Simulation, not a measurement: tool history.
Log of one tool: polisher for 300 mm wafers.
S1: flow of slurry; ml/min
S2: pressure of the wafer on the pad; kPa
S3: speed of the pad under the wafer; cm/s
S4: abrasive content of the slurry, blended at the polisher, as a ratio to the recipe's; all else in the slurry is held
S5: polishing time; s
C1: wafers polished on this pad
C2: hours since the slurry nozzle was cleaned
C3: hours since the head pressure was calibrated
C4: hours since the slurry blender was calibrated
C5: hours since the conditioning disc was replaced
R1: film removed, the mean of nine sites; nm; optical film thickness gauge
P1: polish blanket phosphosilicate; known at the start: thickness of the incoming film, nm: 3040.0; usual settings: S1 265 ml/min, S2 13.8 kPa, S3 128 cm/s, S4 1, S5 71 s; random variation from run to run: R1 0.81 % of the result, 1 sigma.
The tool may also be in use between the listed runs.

run	day	S1	S2	S3	S4	S5	C1	C2	C3	C4	C5	R1
1	0.238	265	13.8	128	1	71	176	50.1	169.6	273.7	105.2	500.6
2	0.483	265	13.8	128	1	71	211	56	175.5	279.6	111.1	503.12
3	0.7	265	13.8	128	0.55	71	241	61.2	180.7	284.8	116.3	367.69
4	1.004	265	6.2	128	1	71	283	68.5	188	292.1	123.6	226.02
5	1.2	265	13.8	128	1.35	71	310	73.2	192.7	296.8	128.3	567.55
6	1.55	265	13.8	128	1.45	41	359	81.6	201.1	305.2	136.7	336.97
7	1.838	265	13.8	128	1	71	399	88.5	208	312.1	143.6	498.98
8	2.188	265	13.8	128	1	71	448	96.9	216.4	320.5	152	501.15
9	2.4	265	13.8	128	1	33	478	102	221.5	325.6	157.1	229.55
10	2.562	265	22.1	128	1	71	500	105.9	225.4	329.5	161	803.52
11	2.8	365	13.8	84	1	71	533	111.6	231.1	335.2	166.7	365.59
12	2.983	160	13.8	128	1	71	559	116	235.5	339.6	171.1	468.42
13	3.2	265	13.8	128	1	112	589	121.2	240.7	344.8	176.3	796.19
14	3.492	265	13.8	184	1	71	630	128.2	247.7	351.8	183.3	667.19
# day 3.612: slurry nozzle cleaned
15	3.838	415	13.8	128	1	71	678	5.4	256	360.1	191.6	524.35
16	4.146	265	13.8	70	1	71	721	12.8	263.4	367.5	199	309.24
17	4.408	265	13.8	128	1	71	757	19.1	269.7	373.8	205.3	500.36
18	4.767	265	13.8	128	1	71	807	27.7	278.3	382.4	213.9	469.03
# day 5.029: worn pad replaced by a new one
19	5.058	265	13.8	128	1	71	4	34.7	285.3	389.4	220.9	452.41
# day 5.112: slurry nozzle cleaned
20	5.304	265	13.8	128	1	71	38	4.6	291.2	395.3	226.8	457.9
# day 5.362: conditioning disc replaced and pad reconditioned
21	5.475	265	13.8	128	1	71	62	8.7	295.3	399.4	2.8	445.73
22	5.8	265	13.8	128	1	71	107	16.5	303.1	407.2	10.6	444.92
23	5.979	265	13.8	128	1	71	132	20.8	307.4	411.5	14.9	444.47
24	6.162	265	13.8	128	1	71	157	25.2	311.8	415.9	19.3	444.62

What P1 gives has crept away from where it was. These 2 causes fit the log equally well, each at the size given:
A: head's pressure below its setpoint, % = 11
B: abrasive missing from the slurry, % = 21.3
The creep began at about day 4.408.
Why every other cause is out:
removal rate lost through wear of the pad, %: serviced at day 5.029, which brought nothing back
slurry flow missing at the pad, %: serviced at day 5.112, which brought nothing back
time polished since the conditioner stopped cutting, s: serviced at day 5.362, which brought nothing back

4 check runs are offered, each on 3 wafers whose results are averaged, their results left as question marks. Which one tells the causes apart?
check 1	6.346	265	13.8	154	1	71						?
check 2	6.346	400	21.4	128	1	71						?
check 3	6.346	265	18.6	128	0.55	71						?
check 4	6.346	170	13.8	128	1	108						?

What each check would give under each cause:
check	result	if A	if B
check 1	R1	517.59	517.86
check 2	R1	716.41	716.77
check 3	R1	439.29	424.39
check 4	R1	641.81	642.14
How far apart the two closest causes lie, in the result that separates them most: check 1 0.05 %; check 2 0.05 %; check 3 3.45 %; check 4 0.05 %
Check 3 tells the causes apart: in the others they would give nearly the same result.

Then check 3 was run and gave: R1 439.7 nm. Which cause is it?

It is A: head's pressure below its setpoint, %.

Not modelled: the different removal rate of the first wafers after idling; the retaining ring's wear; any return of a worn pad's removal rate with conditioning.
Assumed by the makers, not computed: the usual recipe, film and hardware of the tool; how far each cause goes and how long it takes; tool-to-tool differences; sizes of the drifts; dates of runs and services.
